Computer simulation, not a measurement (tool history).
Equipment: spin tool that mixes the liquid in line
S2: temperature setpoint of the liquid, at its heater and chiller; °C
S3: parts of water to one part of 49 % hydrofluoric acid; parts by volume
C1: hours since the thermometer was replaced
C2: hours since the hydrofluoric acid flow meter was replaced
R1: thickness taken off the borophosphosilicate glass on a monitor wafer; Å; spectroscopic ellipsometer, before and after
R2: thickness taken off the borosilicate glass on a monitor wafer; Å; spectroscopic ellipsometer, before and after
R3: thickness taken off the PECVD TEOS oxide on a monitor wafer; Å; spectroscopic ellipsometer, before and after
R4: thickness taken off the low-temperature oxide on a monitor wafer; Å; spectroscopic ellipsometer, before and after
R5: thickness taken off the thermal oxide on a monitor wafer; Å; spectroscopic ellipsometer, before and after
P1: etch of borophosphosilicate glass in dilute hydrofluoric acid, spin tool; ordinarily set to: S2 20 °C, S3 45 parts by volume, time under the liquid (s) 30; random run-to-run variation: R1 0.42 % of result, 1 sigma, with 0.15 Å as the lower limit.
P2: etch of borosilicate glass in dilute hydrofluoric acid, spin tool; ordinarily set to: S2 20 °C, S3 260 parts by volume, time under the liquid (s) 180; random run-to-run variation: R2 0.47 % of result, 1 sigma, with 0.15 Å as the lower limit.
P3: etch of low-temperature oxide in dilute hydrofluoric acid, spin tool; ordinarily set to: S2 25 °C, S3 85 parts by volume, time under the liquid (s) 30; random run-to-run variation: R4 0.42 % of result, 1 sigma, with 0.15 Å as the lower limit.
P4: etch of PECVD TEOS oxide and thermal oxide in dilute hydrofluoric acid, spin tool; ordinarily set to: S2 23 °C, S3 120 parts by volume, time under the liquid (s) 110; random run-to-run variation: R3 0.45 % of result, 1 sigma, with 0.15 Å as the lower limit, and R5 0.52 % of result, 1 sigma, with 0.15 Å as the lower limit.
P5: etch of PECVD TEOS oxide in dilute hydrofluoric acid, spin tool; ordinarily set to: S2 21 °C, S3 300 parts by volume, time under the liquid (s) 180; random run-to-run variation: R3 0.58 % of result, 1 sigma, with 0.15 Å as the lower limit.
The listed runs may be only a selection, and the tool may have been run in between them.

Run 1, day 0.446: process that ran P1, S2 20 °C, S3 45 parts by volume, time under the liquid (s) 30; C1 909.5; C2 1023.2. Result: R1 448.36 Å.
Run 2, day 0.754: process that ran P1, S2 20 °C, S3 20 parts by volume, time under the liquid (s) 60; C1 916.9; C2 1030.6. Result: R1 2091.7 Å.
Run 3, day 1.2: process that ran P2, S2 25.5 °C, S3 260 parts by volume, time under the liquid (s) 180; C1 927.6; C2 1041.3. Result: R2 149.57 Å.
Run 4, day 1.704: process that ran P1, S2 20 °C, S3 45 parts by volume, time under the liquid (s) 30; C1 939.7; C2 1053.4. Result: R1 449.5 Å.
Run 5, day 2.171: process that ran P1, S2 20 °C, S3 45 parts by volume, time under the liquid (s) 50; C1 950.9; C2 1064.6. Result: R1 746.71 Å.
Run 6, day 2.592: process that ran P1, S2 20 °C, S3 75 parts by volume, time under the liquid (s) 55; C1 961; C2 1074.7. Result: R1 478.83 Å.
Run 7, day 3.033: process that ran P2, S2 20 °C, S3 260 parts by volume, time under the liquid (s) 180; C1 971.6; C2 1085.3. Result: R2 122.51 Å.
Run 8, day 3.721: process that ran P5, S2 17 °C, S3 300 parts by volume, time under the liquid (s) 180; C1 988.1; C2 1101.8. Result: R3 38.412 Å.
Run 9, day 4.225: process that ran P1, S2 20 °C, S3 20 parts by volume, time under the liquid (s) 30; C1 1000.2; C2 1113.9. Result: R1 1045.3 Å.
Run 10, day 4.538: process that ran P1, S2 20 °C, S3 45 parts by volume, time under the liquid (s) 30; C1 1007.7; C2 1121.4. Result: R1 450.74 Å.
Run 11, day 4.962: process that ran P5, S2 21 °C, S3 300 parts by volume, time under the liquid (s) 25; C1 1017.9; C2 1131.6. Result: R3 6.2245 Å.
Run 12, day 5.438: process that ran P1, S2 20 °C, S3 45 parts by volume, time under the liquid (s) 30; C1 1029.3; C2 1143. Result: R1 451.23 Å.
Run 13, day 6.088: process that ran P2, S2 20 °C, S3 460 parts by volume, time under the liquid (s) 180; C1 1044.9; C2 1158.6. Result: R2 58.408 Å.
Run 14, day 6.75: process that ran P3, S2 30 °C, S3 85 parts by volume, time under the liquid (s) 30; C1 1060.8; C2 1174.5. Result: R4 137.8 Å.
Run 15, day 7.088: process that ran P1, S2 20 °C, S3 80 parts by volume, time under the liquid (s) 30; C1 1068.9; C2 1182.6. Result: R1 243.41 Å.
Run 16, day 7.704: process that ran P2, S2 20 °C, S3 260 parts by volume, time under the liquid (s) 180; C1 1083.7; C2 1197.4. Result: R2 123.07 Å.
Run 17, day 8.238: process that ran P4, S2 23 °C, S3 120 parts by volume, time under the liquid (s) 110; C1 1096.5; C2 1210.2. Result: R3 234.62 Å, R5 42.145 Å.
Run 18, day 8.925: process that ran P1, S2 20 °C, S3 45 parts by volume, time under the liquid (s) 15; C1 1113; C2 1226.7. Result: R1 226.17 Å.
Run 19, day 9.458: process that ran P2, S2 20 °C, S3 260 parts by volume, time under the liquid (s) 300; C1 1125.8; C2 1239.5. Result: R2 203.41 Å.
Run 20, day 9.946: process that ran P4, S2 23 °C, S3 25 parts by volume, time under the liquid (s) 110; C1 1137.5; C2 1251.2. Result: R3 1273.3 Å, R5 229.92 Å.
Run 21, day 10.588: process that ran P1, S2 17 °C, S3 65 parts by volume, time under the liquid (s) 30; C1 1152.9; C2 1266.6. Result: R1 266.74 Å.
Run 22, day 10.992: process that ran P1, S2 28.5 °C, S3 45 parts by volume, time under the liquid (s) 30; C1 1162.6; C2 1276.3. Result: R1 645.13 Å.
Run 23, day 11.604: process that ran P3, S2 25 °C, S3 85 parts by volume, time under the liquid (s) 15; C1 1177.3; C2 1291. Result: R4 56.42 Å.
Run 24, day 12.012: process that ran P4, S2 31 °C, S3 120 parts by volume, time under the liquid (s) 110; C1 1187.1; C2 1300.8. Result: R3 321 Å, R5 57.516 Å.
Run 25, day 12.542: process that ran P1, S2 17 °C, S3 45 parts by volume, time under the liquid (s) 30; C1 1199.8; C2 1313.5. Result: R1 396.37 Å.
Run 26, day 12.854: process that ran P3, S2 25 °C, S3 20 parts by volume, time under the liquid (s) 30; C1 1207.3; C2 1321. Result: R4 526.54 Å.
Run 27, day 13.271: process that ran P5, S2 21 °C, S3 300 parts by volume, time under the liquid (s) 180; C1 1217.3; C2 1331. Result: R3 44.744 Å.
Run 28, day 13.85: process that ran P1, S2 20 °C, S3 45 parts by volume, time under the liquid (s) 30; C1 1231.2; C2 1344.9. Result: R1 451.05 Å.
Run 29, day 14.504: process that ran P3, S2 25 °C, S3 85 parts by volume, time under the liquid (s) 30; C1 1246.9; C2 1360.6. Result: R4 114.64 Å.
Run 30, day 15.092: process that ran P5, S2 21 °C, S3 80 parts by volume, time under the liquid (s) 180; C1 1261; C2 1374.7. Result: R3 210.32 Å.
Run 31, day 15.621: process that ran P4, S2 23 °C, S3 120 parts by volume, time under the liquid (s) 15; C1 1273.7; C2 1387.4. Result: R3 32.008 Å, R5 5.7386 Å.
Run 32, day 16.088: process that ran P1, S2 20 °C, S3 45 parts by volume, time under the liquid (s) 30; C1 1284.9; C2 1398.6. Result: R1 450.96 Å.
Run 33, day 16.75: process that ran P1, S2 20 °C, S3 45 parts by volume, time under the liquid (s) 30; C1 1300.8; C2 1414.5. Result: R1 469.35 Å.
Run 34, day 17.138: process that ran P1, S2 20 °C, S3 45 parts by volume, time under the liquid (s) 30; C1 1310.1; C2 1423.8. Result: R1 481.32 Å.
Run 35, day 17.704: process that ran P1, S2 20 °C, S3 45 parts by volume, time under the liquid (s) 30; C1 1323.7; C2 1437.4. Result: R1 487.44 Å.
Run 36, day 18.379: process that ran P1, S2 20 °C, S3 45 parts by volume, time under the liquid (s) 30; C1 1339.9; C2 1453.6. Result: R1 491.37 Å.
Run 37, day 18.95: process that ran P1, S2 20 °C, S3 45 parts by volume, time under the liquid (s) 30; C1 1353.6; C2 1467.3. Result: R1 493.18 Å.
Run 38, day 19.629: process that ran P1, S2 20 °C, S3 45 parts by volume, time under the liquid (s) 30; C1 1369.9; C2 1483.6. Result: R1 499.39 Å.
Run 39, day 20.304: process that ran P1, S2 20 °C, S3 45 parts by volume, time under the liquid (s) 30; C1 1386.1; C2 1499.8. Result: R1 496.62 Å.

P1 has crept away from where it was. The log is fitted equally well by each of these 2 causes, at the sizes shown:
A: hydrofluoric acid flow above the setpoint (%) = 9.74
B: liquid hotter than its thermometer reads (K) = 2.32
The drift started at roughly day 16.088.

4 check runs are offered, one wafer each, their results left as question marks. Which one tells the causes apart?
Run check 1, day 20.979: process that ran P2, S2 24.5 °C, S3 385 parts by volume, time under the liquid (s) 180. Result: R2 ?.
Run check 2, day 20.979: process that ran P3, S2 30 °C, S3 25 parts by volume, time under the liquid (s) 30. Result: R4 ?.
Run check 3, day 20.979: process that ran P5, S2 21 °C, S3 90 parts by volume, time under the liquid (s) 55. Result: R3 ?.
Run check 4, day 20.979: process that ran P4, S2 31 °C, S3 40 parts by volume, time under the liquid (s) 110. Result: R3 ?, R5 ?.

Check results expected under each cause:
  check  result    if A    if B
check 1      R2  97.964  93.231
check 2      R4  564.16  561.92
check 3      R3  62.582  62.071
check 4      R3  1197.8  1187.9
check 4      R5  214.96   213.2
Gap, in per cent, between the two causes that each check separates least, read from the result that separates them most: check 1 4.95 %; check 2 0.4 %; check 3 0.82 %; check 4 0.82 %
Check 1 is the one run that separates the causes; every other check would come out nearly the same whichever cause is at work.

Check 1 was then run and gave: R2 98.496 Å. Which cause is it?

The cause is A: hydrofluoric acid flow above the setpoint (%).
